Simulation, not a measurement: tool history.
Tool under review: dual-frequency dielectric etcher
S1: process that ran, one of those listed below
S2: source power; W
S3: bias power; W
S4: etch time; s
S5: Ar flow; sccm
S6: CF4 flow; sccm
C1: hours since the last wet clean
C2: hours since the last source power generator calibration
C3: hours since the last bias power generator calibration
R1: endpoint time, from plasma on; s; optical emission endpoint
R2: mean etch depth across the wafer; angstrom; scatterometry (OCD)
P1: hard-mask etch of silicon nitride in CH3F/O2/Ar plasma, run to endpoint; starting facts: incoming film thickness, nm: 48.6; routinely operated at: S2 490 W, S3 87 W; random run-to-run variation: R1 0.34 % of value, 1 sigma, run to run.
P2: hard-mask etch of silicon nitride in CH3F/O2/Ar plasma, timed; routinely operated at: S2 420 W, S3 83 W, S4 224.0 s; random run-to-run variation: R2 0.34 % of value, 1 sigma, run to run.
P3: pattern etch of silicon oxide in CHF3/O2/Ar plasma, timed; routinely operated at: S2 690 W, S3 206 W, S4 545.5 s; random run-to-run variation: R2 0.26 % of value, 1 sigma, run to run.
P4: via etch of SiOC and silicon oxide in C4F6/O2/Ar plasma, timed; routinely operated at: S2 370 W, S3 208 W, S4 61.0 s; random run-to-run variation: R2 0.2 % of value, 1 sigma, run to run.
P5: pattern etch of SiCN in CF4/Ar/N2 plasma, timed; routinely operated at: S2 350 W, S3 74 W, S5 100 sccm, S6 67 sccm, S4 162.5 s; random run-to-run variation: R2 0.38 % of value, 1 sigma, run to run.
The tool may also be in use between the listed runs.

run,hour,S1,S2,S3,S4,S5,S6,C1,C2,C3,R1,R2
1,10.0,P1,490,87,,,,239.1,1662.1,1870.3,60.892,
2,21.0,P4,370,208,61.0,,,250.1,1673.1,1881.3,,668.56
3,31.0,P5,350,74,220.5,100,67,260.1,1683.1,1891.3,,1526.20
4,43.7,P4,370,140,61.0,,,272.8,1695.8,1904.0,,589.86
5,56.0,P3,690,161,545.5,,,285.1,1708.1,1916.3,,11254.00
6,64.2,P4,370,208,86.5,,,293.3,1716.3,1924.5,,950.99
7,76.0,P1,490,87,,,,305.1,1728.1,1936.3,60.935,
8,88.3,P5,350,74,162.5,100,67,317.4,1740.4,1948.6,,1133.30
9,96.7,P5,350,74,162.5,100,42,325.8,1748.8,1957.0,,1059.10
10,105.6,P5,350,74,162.5,80,67,334.7,1757.7,1965.9,,1169.00
11,117.6,P2,420,83,170.5,,,346.7,1769.7,1977.9,,1278.90
12,130.2,P2,420,57,224.0,,,359.3,1782.3,1990.5,,1480.30
13,138.1,P3,850,206,545.5,,,367.2,1790.2,1998.4,,13283.00
14,145.4,P2,420,83,224.0,,,374.5,1797.5,2005.7,,1677.10
15,155.3,P1,610,106,,,,384.4,1807.4,2015.6,52.305,
16,165.2,P4,370,208,61.0,,,394.3,1817.3,2025.5,,670.55
17,175.9,P5,450,74,162.5,100,67,405.0,1828.0,2036.2,,1409.20
18,186.3,P2,540,83,224.0,,,415.4,1838.4,2046.6,,1857.10
19,196.4,P1,490,87,,,,425.5,1848.5,2056.7,61.047,
20,207.8,P1,490,115,,,,436.9,1859.9,2068.1,55.104,
21,218.1,P1,490,87,,,,447.2,1870.2,2078.4,61.026,
22,225.3,P1,580,87,,,,454.4,1877.4,2085.6,56.932,
23,231.1,P4,270,208,61.0,,,460.2,1883.2,2091.4,,594.06
24,237.4,P1,300,87,,,,466.5,1889.5,2097.7,73.010,
25,243.1,P3,690,206,545.5,,,472.2,1895.2,2103.4,,12217.00
26,252.3,P1,320,109,,,,481.4,1904.4,2112.6,65.885,
27,265.0,P2,420,83,224.0,,,494.1,1917.1,2125.3,,1694.80
28,271.2,P3,690,206,545.5,,,500.3,1923.3,2131.5,,12220.00
29,279.4,P1,490,71,,,,508.5,1931.5,2139.7,65.374,
30,290.0,P1,600,108,,,,519.1,1942.1,2150.3,52.372,
31,301.1,P1,490,87,,,,530.2,1953.2,2161.4,61.053,
32,313.0,P3,690,206,802.5,,,542.1,1965.1,2173.3,,17996.00
33,326.1,P5,350,57,162.5,100,67,555.2,1978.2,2186.4,,1034.60
34,335.8,P1,490,87,,,,564.9,1987.9,2196.1,60.735,
35,345.2,P1,490,87,,,,574.3,1997.3,2205.5,60.561,
36,357.9,P1,490,87,,,,587.0,2010.0,2218.2,60.644,
37,370.9,P1,490,87,,,,600.0,2023.0,2231.2,60.397,
# hour 372.2: wet clean of the chamber
38,377.7,P1,490,87,,,,5.5,2029.8,2238.0,60.049,
39,384.6,P1,490,87,,,,12.4,2036.7,2244.9,59.851,
40,392.9,P1,490,87,,,,20.7,2045.0,2253.2,59.960,
41,405.4,P1,490,87,,,,33.2,2057.5,2265.7,60.223,

P1 no longer gives what it gave before; its output has crept away from where it was. The following 2 causes, each at its listed size, fit the log equally well:
A: source power that arrives over what is set, % = 4.66
B: bias power that arrives over what is set, % = 4.98
At approximately hour 335.8, the process output began to creep.
Ruled out, with reasons:
chamber walls in a state that raises the etch rate, %: serviced at hour 372.2, after the change had begun; the process did not return to its earlier output

You are offered 4 check runs, listed below with question marks in place of their results; each one averages 2 wafers. Which run separates the listed causes by giving clearly different results for each?
check 1,417.9,P3,690,206,545.5,,,,,,,?
check 2,417.9,P2,420,83,224.0,,,,,,,?
check 3,417.9,P5,350,74,162.5,100,67,,,,,?
check 4,417.9,P4,370,208,61.0,,,,,,,?

How each check would come out, cause by cause:
check,result,if A,if B
check 1,R2,12452.00,12444.00
check 2,R2,1713.20,1713.30
check 3,R2,1176.60,1150.50
check 4,R2,681.45,680.63
Per-check spread between the two closest causes, in the result where they differ most: check 1 0.06 %; check 2 0.01 %; check 3 2.24 %; check 4 0.12 %
Check 3 tells the causes apart: in the others they would give nearly the same result.

The results of check 3 are: R2 1176.90 angstrom. Based on these, which of the listed causes is it?

It is A: source power that arrives over what is set, %.
